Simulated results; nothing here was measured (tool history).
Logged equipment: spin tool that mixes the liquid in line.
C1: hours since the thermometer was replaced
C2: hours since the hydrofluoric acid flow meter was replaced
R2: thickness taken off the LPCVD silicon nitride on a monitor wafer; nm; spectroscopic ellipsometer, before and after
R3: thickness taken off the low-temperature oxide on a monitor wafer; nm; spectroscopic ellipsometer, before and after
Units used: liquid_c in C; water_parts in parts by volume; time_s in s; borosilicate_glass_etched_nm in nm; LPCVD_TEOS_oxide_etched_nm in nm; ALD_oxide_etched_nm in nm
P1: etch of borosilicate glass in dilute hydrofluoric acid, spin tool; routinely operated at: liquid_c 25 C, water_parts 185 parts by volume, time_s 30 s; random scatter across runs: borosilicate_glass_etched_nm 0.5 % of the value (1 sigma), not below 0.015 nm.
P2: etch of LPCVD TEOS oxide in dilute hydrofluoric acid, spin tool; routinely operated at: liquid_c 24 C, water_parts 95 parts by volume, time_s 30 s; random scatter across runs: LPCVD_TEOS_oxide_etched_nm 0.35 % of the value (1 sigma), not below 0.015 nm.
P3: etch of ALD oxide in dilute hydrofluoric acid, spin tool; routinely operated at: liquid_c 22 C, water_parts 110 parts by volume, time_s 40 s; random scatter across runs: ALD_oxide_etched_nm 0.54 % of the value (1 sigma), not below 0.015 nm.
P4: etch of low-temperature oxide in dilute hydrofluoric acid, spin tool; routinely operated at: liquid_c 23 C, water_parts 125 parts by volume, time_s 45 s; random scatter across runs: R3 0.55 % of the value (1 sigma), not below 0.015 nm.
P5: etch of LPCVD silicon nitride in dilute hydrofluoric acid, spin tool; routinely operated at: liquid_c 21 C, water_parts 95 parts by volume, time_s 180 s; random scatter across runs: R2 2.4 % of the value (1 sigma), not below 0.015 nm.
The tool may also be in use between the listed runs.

{"run": 1, "hour": 12.4, "process": "P1", "liquid_c": 25, "water_parts": 185, "time_s": 30, "C1": 831.1, "C2": 331.5, "borosilicate_glass_etched_nm": 6.2246}
{"run": 2, "hour": 25.5, "process": "P5", "liquid_c": 21, "water_parts": 25, "time_s": 180, "C1": 844.2, "C2": 344.6, "R2": 2.9904}
{"run": 3, "hour": 36.1, "process": "P1", "liquid_c": 25, "water_parts": 280, "time_s": 30, "C1": 854.8, "C2": 355.2, "borosilicate_glass_etched_nm": 3.7436}
{"run": 4, "hour": 49.1, "process": "P4", "liquid_c": 23, "water_parts": 180, "time_s": 45, "C1": 867.8, "C2": 368.2, "R3": 2.9551}
{"run": 5, "hour": 60.3, "process": "P2", "liquid_c": 24, "water_parts": 95, "time_s": 15, "C1": 879, "C2": 379.4, "LPCVD_TEOS_oxide_etched_nm": 3.2786}
{"run": 6, "hour": 67.2, "process": "P1", "liquid_c": 25, "water_parts": 185, "time_s": 30, "C1": 885.9, "C2": 386.3, "borosilicate_glass_etched_nm": 6.2162}
{"run": 7, "hour": 74.5, "process": "P4", "liquid_c": 31.5, "water_parts": 125, "time_s": 45, "C1": 893.2, "C2": 393.6, "R3": 6.2017}
{"run": 8, "hour": 84.6, "process": "P1", "liquid_c": 25, "water_parts": 250, "time_s": 15, "C1": 903.3, "C2": 403.7, "borosilicate_glass_etched_nm": 2.1577}
{"run": 9, "hour": 97.8, "process": "P1", "liquid_c": 25, "water_parts": 105, "time_s": 30, "C1": 916.5, "C2": 416.9, "borosilicate_glass_etched_nm": 11.995}
{"run": 10, "hour": 111.5, "process": "P2", "liquid_c": 24, "water_parts": 95, "time_s": 30, "C1": 930.2, "C2": 430.6, "LPCVD_TEOS_oxide_etched_nm": 6.5284}
{"run": 11, "hour": 123.8, "process": "P1", "liquid_c": 32.5, "water_parts": 185, "time_s": 30, "C1": 942.5, "C2": 442.9, "borosilicate_glass_etched_nm": 8.186}
{"run": 12, "hour": 134.2, "process": "P5", "liquid_c": 21, "water_parts": 95, "time_s": 180, "C1": 952.9, "C2": 453.3, "R2": 0.88802}
{"run": 13, "hour": 143.3, "process": "P3", "liquid_c": 22, "water_parts": 110, "time_s": 15, "C1": 962, "C2": 462.4, "ALD_oxide_etched_nm": 2.0265}
{"hour": 146.1, "done": "hydrofluoric acid flow meter replaced"}
{"run": 14, "hour": 150.6, "process": "P3", "liquid_c": 27, "water_parts": 110, "time_s": 40, "C1": 969.3, "C2": 4.5, "ALD_oxide_etched_nm": 6.5702}
{"run": 15, "hour": 162.9, "process": "P2", "liquid_c": 32, "water_parts": 95, "time_s": 30, "C1": 981.6, "C2": 16.8, "LPCVD_TEOS_oxide_etched_nm": 8.9329}
{"run": 16, "hour": 171.0, "process": "P1", "liquid_c": 25, "water_parts": 185, "time_s": 55, "C1": 989.7, "C2": 24.9, "borosilicate_glass_etched_nm": 11.431}
{"run": 17, "hour": 178.1, "process": "P1", "liquid_c": 19, "water_parts": 185, "time_s": 30, "C1": 996.8, "C2": 32, "borosilicate_glass_etched_nm": 4.9744}
{"run": 18, "hour": 185.4, "process": "P4", "liquid_c": 23, "water_parts": 125, "time_s": 75, "C1": 1004.1, "C2": 39.3, "R3": 7.4921}
{"run": 19, "hour": 196.7, "process": "P3", "liquid_c": 22, "water_parts": 110, "time_s": 40, "C1": 1015.4, "C2": 50.6, "ALD_oxide_etched_nm": 5.3908}
{"run": 20, "hour": 204.6, "process": "P1", "liquid_c": 25, "water_parts": 185, "time_s": 30, "C1": 1023.3, "C2": 58.5, "borosilicate_glass_etched_nm": 6.2988}
{"run": 21, "hour": 216.7, "process": "P3", "liquid_c": 22, "water_parts": 175, "time_s": 40, "C1": 1035.4, "C2": 70.6, "ALD_oxide_etched_nm": 3.1497}
{"hour": 229.1, "done": "thermometer replaced"}
{"run": 22, "hour": 229.1, "process": "P2", "liquid_c": 24, "water_parts": 40, "time_s": 30, "C1": 0, "C2": 83, "LPCVD_TEOS_oxide_etched_nm": 16.757}
{"run": 23, "hour": 239.2, "process": "P5", "liquid_c": 17, "water_parts": 95, "time_s": 180, "C1": 10.1, "C2": 93.1, "R2": 0.62556}
{"run": 24, "hour": 247.6, "process": "P4", "liquid_c": 23, "water_parts": 125, "time_s": 45, "C1": 18.5, "C2": 101.5, "R3": 4.543}
{"run": 25, "hour": 258.2, "process": "P5", "liquid_c": 21, "water_parts": 95, "time_s": 295, "C1": 29.1, "C2": 112.1, "R2": 1.4433}
{"run": 26, "hour": 269.5, "process": "P1", "liquid_c": 25, "water_parts": 185, "time_s": 30, "C1": 40.4, "C2": 123.4, "borosilicate_glass_etched_nm": 6.2659}
{"run": 27, "hour": 281.4, "process": "P4", "liquid_c": 23, "water_parts": 125, "time_s": 45, "C1": 52.3, "C2": 135.3, "R3": 4.5428}
{"run": 28, "hour": 295.0, "process": "P1", "liquid_c": 25, "water_parts": 185, "time_s": 15, "C1": 65.9, "C2": 148.9, "borosilicate_glass_etched_nm": 3.1192}
{"run": 29, "hour": 305.3, "process": "P1", "liquid_c": 25, "water_parts": 185, "time_s": 30, "C1": 76.2, "C2": 159.2, "borosilicate_glass_etched_nm": 6.2751}
{"run": 30, "hour": 313.1, "process": "P1", "liquid_c": 25, "water_parts": 185, "time_s": 30, "C1": 84, "C2": 167, "borosilicate_glass_etched_nm": 6.1966}
{"run": 31, "hour": 321.0, "process": "P5", "liquid_c": 21, "water_parts": 95, "time_s": 180, "C1": 91.9, "C2": 174.9, "R2": 0.88029}
{"run": 32, "hour": 331.7, "process": "P2", "liquid_c": 24, "water_parts": 95, "time_s": 30, "C1": 102.6, "C2": 185.6, "LPCVD_TEOS_oxide_etched_nm": 6.5473}
{"run": 33, "hour": 340.6, "process": "P1", "liquid_c": 25, "water_parts": 185, "time_s": 30, "C1": 111.5, "C2": 194.5, "borosilicate_glass_etched_nm": 6.2804}
{"run": 34, "hour": 354.0, "process": "P1", "liquid_c": 25, "water_parts": 185, "time_s": 30, "C1": 124.9, "C2": 207.9, "borosilicate_glass_etched_nm": 6.4487}
{"run": 35, "hour": 367.7, "process": "P1", "liquid_c": 25, "water_parts": 185, "time_s": 30, "C1": 138.6, "C2": 221.6, "borosilicate_glass_etched_nm": 6.5869}
{"run": 36, "hour": 377.8, "process": "P1", "liquid_c": 25, "water_parts": 185, "time_s": 30, "C1": 148.7, "C2": 231.7, "borosilicate_glass_etched_nm": 6.6529}
{"run": 37, "hour": 387.5, "process": "P1", "liquid_c": 25, "water_parts": 185, "time_s": 30, "C1": 158.4, "C2": 241.4, "borosilicate_glass_etched_nm": 6.7094}
{"run": 38, "hour": 399.0, "process": "P1", "liquid_c": 25, "water_parts": 185, "time_s": 30, "C1": 169.9, "C2": 252.9, "borosilicate_glass_etched_nm": 6.785}
{"run": 39, "hour": 410.4, "process": "P1", "liquid_c": 25, "water_parts": 185, "time_s": 30, "C1": 181.3, "C2": 264.3, "borosilicate_glass_etched_nm": 6.7211}
{"run": 40, "hour": 419.3, "process": "P1", "liquid_c": 25, "water_parts": 185, "time_s": 30, "C1": 190.2, "C2": 273.2, "borosilicate_glass_etched_nm": 6.7666}
{"run": 41, "hour": 430.9, "process": "P1", "liquid_c": 25, "water_parts": 185, "time_s": 30, "C1": 201.8, "C2": 284.8, "borosilicate_glass_etched_nm": 6.7673}
{"run": 42, "hour": 440.3, "process": "P1", "liquid_c": 25, "water_parts": 185, "time_s": 30, "C1": 211.2, "C2": 294.2, "borosilicate_glass_etched_nm": 6.7629}
{"run": 43, "hour": 451.5, "process": "P1", "liquid_c": 25, "water_parts": 185, "time_s": 30, "C1": 222.4, "C2": 305.4, "borosilicate_glass_etched_nm": 6.8001}

The log shows P1 creeping away from where it was. Any of the 2 causes listed here, at the size stated for it, fits the log just as well as the others:
A: hydrofluoric acid flow above the setpoint (%) = 7.26
B: liquid hotter than its thermometer reads (K) = 2.31
Onset of the creep was near hour 340.6.

You are offered 4 check runs, listed below with question marks in place of their results; each one averages 5 wafers. Which run separates the listed causes by giving clearly different results for each?
{"run": "check 1", "hour": 462.7, "process": "P2", "liquid_c": 32, "water_parts": 95, "time_s": 15, "LPCVD_TEOS_oxide_etched_nm": "?"}
{"run": "check 2", "hour": 462.7, "process": "P5", "liquid_c": 21, "water_parts": 95, "time_s": 250, "R2": "?"}
{"run": "check 3", "hour": 462.7, "process": "P3", "liquid_c": 22, "water_parts": 170, "time_s": 40, "ALD_oxide_etched_nm": "?"}
{"run": "check 4", "hour": 462.7, "process": "P4", "liquid_c": 30, "water_parts": 125, "time_s": 45, "R3": "?"}

Expected result of each check under each candidate cause:
check=check_1 result=LPCVD_TEOS_oxide_etched_nm if_A=4.8244 if_B=4.8474
check=check_2 result=R2 if_A=1.2713 if_B=1.3859
check=check_3 result=ALD_oxide_etched_nm if_A=3.5411 if_B=3.5605
check=check_4 result=R3 if_A=6.4058 if_B=6.4197
Gap, in per cent, between the two causes that each check separates least, read from the result that separates them most: check 1 0.48 %; check 2 8.63 %; check 3 0.54 %; check 4 0.22 %
The other checks would show nearly matching results whichever cause is true, so check 2 is the only one that separates the causes.

After running check 2, the following was obtained: R2 1.3676 nm. Which cause does this point to?

It is B: liquid hotter than its thermometer reads (K).
